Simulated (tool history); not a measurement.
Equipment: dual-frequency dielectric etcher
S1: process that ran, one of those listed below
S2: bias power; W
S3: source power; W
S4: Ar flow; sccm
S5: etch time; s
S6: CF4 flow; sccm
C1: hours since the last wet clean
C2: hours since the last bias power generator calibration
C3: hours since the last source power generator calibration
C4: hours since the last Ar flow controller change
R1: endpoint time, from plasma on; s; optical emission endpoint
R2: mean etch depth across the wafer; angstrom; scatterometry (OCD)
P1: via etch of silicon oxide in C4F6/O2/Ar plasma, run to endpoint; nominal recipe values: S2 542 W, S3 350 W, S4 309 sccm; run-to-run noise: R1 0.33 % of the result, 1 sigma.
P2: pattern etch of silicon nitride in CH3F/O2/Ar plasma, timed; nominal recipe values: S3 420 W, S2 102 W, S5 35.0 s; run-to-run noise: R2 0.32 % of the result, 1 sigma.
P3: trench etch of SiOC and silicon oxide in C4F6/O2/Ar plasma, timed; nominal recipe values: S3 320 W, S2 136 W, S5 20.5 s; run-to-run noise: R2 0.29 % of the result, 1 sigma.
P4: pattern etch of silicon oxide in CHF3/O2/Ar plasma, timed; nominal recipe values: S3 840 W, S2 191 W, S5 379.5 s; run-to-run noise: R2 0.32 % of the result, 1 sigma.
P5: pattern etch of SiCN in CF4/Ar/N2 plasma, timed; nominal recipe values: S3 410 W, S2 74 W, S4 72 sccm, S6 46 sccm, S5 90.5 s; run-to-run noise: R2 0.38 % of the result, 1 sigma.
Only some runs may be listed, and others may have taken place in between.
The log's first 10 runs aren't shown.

{"run": 11, "hour": 107.6, "S1": "P3", "S2": 136, "S3": 320, "S5": 20.5, "C1": 325.5, "C2": 2284.3, "C3": 849.5, "C4": 879.5, "R2": 346.13}
{"run": 12, "hour": 120.5, "S1": "P5", "S2": 74, "S3": 510, "S4": 72, "S5": 90.5, "S6": 46, "C1": 338.4, "C2": 2297.2, "C3": 862.4, "C4": 892.4, "R2": 846.24}
{"run": 13, "hour": 133.5, "S1": "P1", "S2": 542, "S3": 350, "S4": 309, "C1": 351.4, "C2": 2310.2, "C3": 875.4, "C4": 905.4, "R1": 18.572}
{"run": 14, "hour": 146.0, "S1": "P5", "S2": 74, "S3": 410, "S4": 72, "S5": 90.5, "S6": 46, "C1": 363.9, "C2": 2322.7, "C3": 887.9, "C4": 917.9, "R2": 697.25}
{"run": 15, "hour": 158.2, "S1": "P3", "S2": 136, "S3": 390, "S5": 20.5, "C1": 376.1, "C2": 2334.9, "C3": 900.1, "C4": 930.1, "R2": 375.16}
{"run": 16, "hour": 169.7, "S1": "P5", "S2": 74, "S3": 410, "S4": 72, "S5": 90.5, "S6": 56, "C1": 387.6, "C2": 2346.4, "C3": 911.6, "C4": 941.6, "R2": 718.35}
{"run": 17, "hour": 175.9, "S1": "P1", "S2": 542, "S3": 420, "S4": 309, "C1": 393.8, "C2": 2352.6, "C3": 917.8, "C4": 947.8, "R1": 17.315}
{"run": 18, "hour": 185.4, "S1": "P1", "S2": 542, "S3": 270, "S4": 309, "C1": 403.3, "C2": 2362.1, "C3": 927.3, "C4": 957.3, "R1": 20.385}
{"run": 19, "hour": 192.1, "S1": "P1", "S2": 728, "S3": 350, "S4": 309, "C1": 410.0, "C2": 2368.8, "C3": 934.0, "C4": 964.0, "R1": 16.445}
{"run": 20, "hour": 201.3, "S1": "P3", "S2": 136, "S3": 320, "S5": 20.5, "C1": 419.2, "C2": 2378.0, "C3": 943.2, "C4": 973.2, "R2": 347.48}
{"run": 21, "hour": 209.9, "S1": "P5", "S2": 74, "S3": 410, "S4": 85, "S5": 90.5, "S6": 46, "C1": 427.8, "C2": 2386.6, "C3": 951.8, "C4": 981.8, "R2": 679.9}
{"run": 22, "hour": 219.7, "S1": "P4", "S2": 191, "S3": 840, "S5": 379.5, "C1": 437.6, "C2": 2396.4, "C3": 961.6, "C4": 991.6, "R2": 8956.9}
{"hour": 221.7, "done": "source power generator calibrated"}
{"run": 23, "hour": 226.3, "S1": "P3", "S2": 180, "S3": 320, "S5": 20.5, "C1": 444.2, "C2": 2403.0, "C3": 4.7, "C4": 998.2, "R2": 376.68}
{"run": 24, "hour": 235.0, "S1": "P5", "S2": 97, "S3": 410, "S4": 72, "S5": 90.5, "S6": 46, "C1": 452.9, "C2": 2411.7, "C3": 13.4, "C4": 1006.9, "R2": 770.76}
{"run": 25, "hour": 244.0, "S1": "P1", "S2": 542, "S3": 350, "S4": 309, "C1": 461.9, "C2": 2420.7, "C3": 22.4, "C4": 1015.9, "R1": 18.578}
{"run": 26, "hour": 255.8, "S1": "P1", "S2": 354, "S3": 350, "S4": 309, "C1": 473.7, "C2": 2432.5, "C3": 34.2, "C4": 1027.7, "R1": 21.561}
{"run": 27, "hour": 268.5, "S1": "P4", "S2": 272, "S3": 840, "S5": 379.5, "C1": 486.4, "C2": 2445.2, "C3": 46.9, "C4": 1040.4, "R2": 10054.0}

Estimate the outcome of run 28 from the log above:
{"run": 28, "hour": 279.2, "S1": "P3", "S2": 136, "S3": 320, "S5": 26.5, "C1": 497.1, "C2": 2455.9, "C3": 57.6, "C4": 1051.1, "R2": "?"}

Run 28 produced R2 446.25 angstrom.

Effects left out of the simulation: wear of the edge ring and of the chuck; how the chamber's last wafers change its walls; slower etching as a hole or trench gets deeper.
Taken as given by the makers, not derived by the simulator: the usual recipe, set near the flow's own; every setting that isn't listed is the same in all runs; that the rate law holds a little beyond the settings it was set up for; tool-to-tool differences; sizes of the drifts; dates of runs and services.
